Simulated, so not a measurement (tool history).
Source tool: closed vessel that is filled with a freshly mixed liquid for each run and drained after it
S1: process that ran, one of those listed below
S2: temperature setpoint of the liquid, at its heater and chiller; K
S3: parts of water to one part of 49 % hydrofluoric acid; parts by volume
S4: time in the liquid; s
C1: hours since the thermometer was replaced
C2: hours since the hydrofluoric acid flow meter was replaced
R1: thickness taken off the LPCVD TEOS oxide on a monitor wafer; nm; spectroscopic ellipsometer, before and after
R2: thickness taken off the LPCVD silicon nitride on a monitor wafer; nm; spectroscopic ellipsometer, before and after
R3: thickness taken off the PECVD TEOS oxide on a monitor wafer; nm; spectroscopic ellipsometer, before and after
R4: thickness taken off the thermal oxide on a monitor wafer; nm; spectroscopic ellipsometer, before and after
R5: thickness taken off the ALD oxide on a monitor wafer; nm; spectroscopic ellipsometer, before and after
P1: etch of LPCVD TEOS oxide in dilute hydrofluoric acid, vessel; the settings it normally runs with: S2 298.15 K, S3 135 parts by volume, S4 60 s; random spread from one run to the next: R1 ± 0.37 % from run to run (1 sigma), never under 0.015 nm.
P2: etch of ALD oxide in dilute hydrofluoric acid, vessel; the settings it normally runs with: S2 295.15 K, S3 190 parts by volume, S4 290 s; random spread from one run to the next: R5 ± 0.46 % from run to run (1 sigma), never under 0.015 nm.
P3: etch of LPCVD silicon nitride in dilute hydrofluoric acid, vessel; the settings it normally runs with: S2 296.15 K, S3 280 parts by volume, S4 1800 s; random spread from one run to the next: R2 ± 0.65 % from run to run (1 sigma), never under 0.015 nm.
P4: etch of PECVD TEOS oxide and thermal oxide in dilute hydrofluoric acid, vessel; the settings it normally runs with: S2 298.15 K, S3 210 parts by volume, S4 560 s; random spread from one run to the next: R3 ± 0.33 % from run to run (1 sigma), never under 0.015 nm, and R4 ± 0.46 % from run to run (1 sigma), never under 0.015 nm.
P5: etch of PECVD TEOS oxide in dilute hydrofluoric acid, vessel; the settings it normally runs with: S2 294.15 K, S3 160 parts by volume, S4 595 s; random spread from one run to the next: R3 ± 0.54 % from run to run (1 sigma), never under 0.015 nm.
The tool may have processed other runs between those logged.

run	hour	S1	S2	S3	S4	C1	C2	R1	R2	R3	R4	R5
1	8.9	P1	298.15	135	60	606.2	562.1	15.7100				
2	14.6	P1	294.15	135	60	611.9	567.8	13.3580				
3	21.6	P3	296.15	280	1800	618.9	574.8		3.3141			
4	31.7	P1	298.15	135	60	629.0	584.9	15.5490				
5	40.5	P4	298.15	210	945	637.8	593.7			78.512	19.6610	
6	45.7	P1	298.15	20	60	643.0	598.9	122.5000				
7	54.0	P1	298.15	135	60	651.3	607.2	15.5930				
8	60.3	P2	301.15	190	290	657.6	613.5					52.0830
9	67.6	P1	298.15	245	60	664.9	620.8	7.6469				
10	73.9	P1	298.15	135	95	671.2	627.1	24.7890				
11	82.2	P1	305.15	135	60	679.5	635.4	20.3410				
12	87.9	P3	296.15	280	2690	685.2	641.1		4.9794			
13	97.9	P1	298.15	135	60	695.2	651.1	15.6970				
14	107.8	P1	298.15	135	60	705.1	661.0	15.6950				
15	115.6	P4	298.15	210	560	712.9	668.8			46.468	11.6860	
16	122.1	P1	298.15	210	30	719.4	675.3	4.6779				
17	131.5	P2	295.15	270	290	728.8	684.7					27.2360
# hour 132.0: thermometer replaced
18	139.8	P4	302.65	210	560	7.9	693.0			54.135	13.6990	
19	148.3	P2	295.15	190	290	16.4	701.5					42.1060
20	156.4	P5	290.15	160	595	24.5	709.6			39.106		
21	164.7	P2	295.15	190	290	32.8	717.9					42.2680
22	170.8	P3	290.65	280	1800	38.9	724.0		2.3764			
23	180.9	P5	294.15	160	595	49.0	734.1			45.779		
24	187.7	P1	298.15	135	30	55.8	740.9	7.8511				
25	197.9	P1	298.15	135	60	66.0	751.1	15.6210				
26	203.9	P3	296.15	280	1800	72.0	757.1		3.3056			
27	210.9	P3	296.15	60	1800	79.0	764.1		15.1490			
28	221.1	P5	294.15	160	930	89.2	774.3			71.939		
29	227.7	P2	295.15	190	30	95.8	780.9					4.3314
30	233.0	P4	298.15	325	560	101.1	786.2			26.375	6.6872	
31	237.8	P5	294.15	30	595	105.9	791.0			285.100		
32	242.7	P1	298.15	135	60	110.8	795.9	15.7530				
33	247.2	P1	298.15	135	60	115.3	800.4	15.9730				
34	251.7	P1	298.15	135	60	119.8	804.9	16.1770				
35	256.5	P1	298.15	135	60	124.6	809.7	16.2800				
36	263.7	P1	298.15	135	60	131.8	816.9	16.3730				
37	273.3	P1	298.15	135	60	141.4	826.5	16.5820				
38	281.9	P1	298.15	135	60	150.0	835.1	16.5120				
39	291.8	P1	298.15	135	60	159.9	845.0	16.5330				

What P1 gives has crept away from where it was. These 2 causes fit the log equally well, each at the size given:
A: hydrofluoric acid flow above the setpoint (%) = 4.67
B: liquid hotter than its thermometer reads (K) = 1.4
Onset of the creep was near hour 242.7.

Each of the check runs listed below is run on 2 wafers and reports their average, with the results left as question marks. Pick the one under which the possible causes would lead to clearly different results.
check 1	301.7	P3	296.15	280	1800				?			
check 2	301.7	P2	295.15	190	290							?
check 3	301.7	P4	298.15	210	560					?	?	
check 4	301.7	P5	294.15	160	595					?		

What every check run would give for each of its results, assuming each possible cause in turn:
check	result	if A	if B
check 1	R2	3.4936	3.6411
check 2	R5	44.3270	44.2520
check 3	R3	48.818	48.552
check 3	R4	12.3560	12.2890
check 4	R3	48.196	48.256
Gap, in per cent, between the two causes that each check separates least, read from the result that separates them most: check 1 4.13 %; check 2 0.17 %; check 3 0.55 %; check 4 0.12 %
Check 1 distinguishes between the causes, while the remaining checks would return nearly the same result for all of them.

Running check 1 produced the following: R2 3.6534 nm. Which one of the listed causes fits?

The cause is B: liquid hotter than its thermometer reads (K).

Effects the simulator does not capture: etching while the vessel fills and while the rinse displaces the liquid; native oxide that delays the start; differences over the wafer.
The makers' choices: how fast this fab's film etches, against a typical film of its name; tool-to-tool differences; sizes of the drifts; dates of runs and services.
